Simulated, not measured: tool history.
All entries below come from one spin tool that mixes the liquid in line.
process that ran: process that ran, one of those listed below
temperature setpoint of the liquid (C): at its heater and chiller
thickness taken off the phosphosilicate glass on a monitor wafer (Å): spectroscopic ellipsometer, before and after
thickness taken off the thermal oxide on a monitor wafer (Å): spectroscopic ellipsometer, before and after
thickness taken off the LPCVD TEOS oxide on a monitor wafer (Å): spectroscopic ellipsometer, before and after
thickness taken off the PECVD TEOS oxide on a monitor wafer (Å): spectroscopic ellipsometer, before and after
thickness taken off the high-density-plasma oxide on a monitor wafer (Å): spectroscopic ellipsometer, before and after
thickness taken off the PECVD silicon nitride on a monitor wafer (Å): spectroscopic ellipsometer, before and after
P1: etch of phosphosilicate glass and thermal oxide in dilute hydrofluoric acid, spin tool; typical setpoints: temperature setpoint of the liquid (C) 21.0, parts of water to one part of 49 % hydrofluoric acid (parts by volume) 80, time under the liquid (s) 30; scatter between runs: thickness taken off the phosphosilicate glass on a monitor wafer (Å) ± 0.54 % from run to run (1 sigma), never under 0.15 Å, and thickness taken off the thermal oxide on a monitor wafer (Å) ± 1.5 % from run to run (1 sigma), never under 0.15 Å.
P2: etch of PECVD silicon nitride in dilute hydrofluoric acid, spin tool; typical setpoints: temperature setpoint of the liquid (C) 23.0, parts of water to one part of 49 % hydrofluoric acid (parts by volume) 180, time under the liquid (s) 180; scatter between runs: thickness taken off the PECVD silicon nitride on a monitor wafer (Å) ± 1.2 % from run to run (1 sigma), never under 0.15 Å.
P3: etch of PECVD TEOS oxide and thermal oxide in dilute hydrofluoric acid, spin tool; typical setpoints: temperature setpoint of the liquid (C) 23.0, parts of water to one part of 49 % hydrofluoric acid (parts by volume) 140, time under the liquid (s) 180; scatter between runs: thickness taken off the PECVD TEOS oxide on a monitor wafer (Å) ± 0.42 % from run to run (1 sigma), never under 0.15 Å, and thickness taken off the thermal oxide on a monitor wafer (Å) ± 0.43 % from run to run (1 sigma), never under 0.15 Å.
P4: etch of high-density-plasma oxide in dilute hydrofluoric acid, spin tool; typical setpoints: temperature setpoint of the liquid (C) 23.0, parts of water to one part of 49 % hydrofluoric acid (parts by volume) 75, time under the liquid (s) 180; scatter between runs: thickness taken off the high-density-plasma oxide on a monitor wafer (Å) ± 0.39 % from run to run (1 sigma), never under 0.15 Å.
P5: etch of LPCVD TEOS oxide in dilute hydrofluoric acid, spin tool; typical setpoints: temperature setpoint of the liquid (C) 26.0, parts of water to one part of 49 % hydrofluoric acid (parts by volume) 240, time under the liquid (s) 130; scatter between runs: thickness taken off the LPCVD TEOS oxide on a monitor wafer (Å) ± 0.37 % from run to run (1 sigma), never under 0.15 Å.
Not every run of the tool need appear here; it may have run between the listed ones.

run	day	process that ran	temperature setpoint of the liquid (C)	parts of water to one part of 49 % hydrofluoric acid (parts by volume)	time under the liquid (s)	hours since the thermometer was replaced	hours since the hydrofluoric acid flow meter was replaced	thickness taken off the phosphosilicate glass on a monitor wafer (Å)	thickness taken off the thermal oxide on a monitor wafer (Å)	thickness taken off the LPCVD TEOS oxide on a monitor wafer (Å)	thickness taken off the PECVD TEOS oxide on a monitor wafer (Å)	thickness taken off the high-density-plasma oxide on a monitor wafer (Å)	thickness taken off the PECVD silicon nitride on a monitor wafer (Å)
1	0.300	P1	21.0	80	30	443.3	1375.8	394.16	15.988				
2	0.646	P1	21.0	80	45	451.6	1384.1	605.18	24.580				
3	1.167	P1	17.0	80	30	464.1	1396.6	337.61	14.248				
4	1.508	P5	20.0	240	130	472.3	1404.8			99.160			
5	1.829	P3	23.0	140	180	480.0	1412.5		55.819		106.76		
6	2.138	P4	23.0	75	70	487.4	1419.9					88.817	
7	2.538	P1	21.0	80	30	497.0	1429.5	398.46	15.735				
8	3.038	P1	21.0	80	30	509.0	1441.5	400.03	15.576				
9	3.362	P5	26.0	240	15	516.8	1449.3			14.142			
10	3.629	P5	26.0	240	130	523.2	1455.7			123.780			
11	3.917	P3	23.0	140	345	530.1	1462.6		106.690		205.03		
12	4.158	P4	23.0	75	180	535.9	1468.4					229.130	
13	4.471	P5	26.0	65	130	543.4	1475.9			562.970			
14	4.858	P3	23.0	140	180	552.7	1485.2		55.893		107.29		
15	5.296	P3	30.0	140	180	563.2	1495.7		72.519		139.02		
16	5.771	P5	26.0	240	130	574.6	1507.1			123.320			
17	6.158	P3	23.0	25	180	583.9	1516.4		358.550		690.80		
18	6.662	P1	21.0	20	15	596.0	1528.5	857.99	35.014				
19	7.012	P1	21.0	20	30	604.4	1536.9	1714.60	68.969				
20	7.400	P1	21.0	80	30	613.7	1546.2	400.73	16.490				
21	7.700	P4	23.0	35	180	620.9	1553.4					514.030	
22	8.146	P1	28.5	80	30	631.6	1564.1	537.28	21.427				
23	8.379	P1	21.0	80	30	637.2	1569.7	403.04	16.083				
24	8.825	P1	21.0	80	15	647.9	1580.4	200.36	8.214				
25	9.208	P2	23.0	310	180	657.1	1589.6						11.025
26	9.504	P2	30.0	180	180	664.2	1596.7						28.548
27	9.829	P1	21.0	45	45	672.0	1604.5	1102.10	44.368				
28	10.108	P1	21.0	55	60	678.7	1611.2	1195.20	48.857				
29	10.350	P2	23.0	180	180	684.5	1617.0						18.821
30	10.729	P1	21.0	140	30	693.6	1626.1	211.44	8.574				
31	11.025	P2	23.0	180	275	700.7	1633.2						27.547
32	11.396	P1	21.0	80	30	709.6	1642.1	396.41	15.849				
33	11.667	P4	31.5	75	180	716.1	1648.6					318.720	
34	12.171	P2	23.0	180	180	728.2	1660.7						19.054
35	12.458	P1	21.0	80	30	735.1	1667.6	398.75	15.822				
36	12.692	P1	21.0	80	30	740.7	1673.2	388.48	15.664				
37	12.992	P1	21.0	80	30	747.9	1680.4	378.14	15.254				
38	13.475	P1	21.0	80	30	759.5	1692.0	372.71	14.883				

For run 39, what comes out?
39	13.754	P1	21.0	80	30	766.2	1698.7	?	?				

{"run 39": {"thickness taken off the phosphosilicate glass on a monitor wafer (Å)": 372.71, "thickness taken off the thermal oxide on a monitor wafer (Å)": 15.188}}
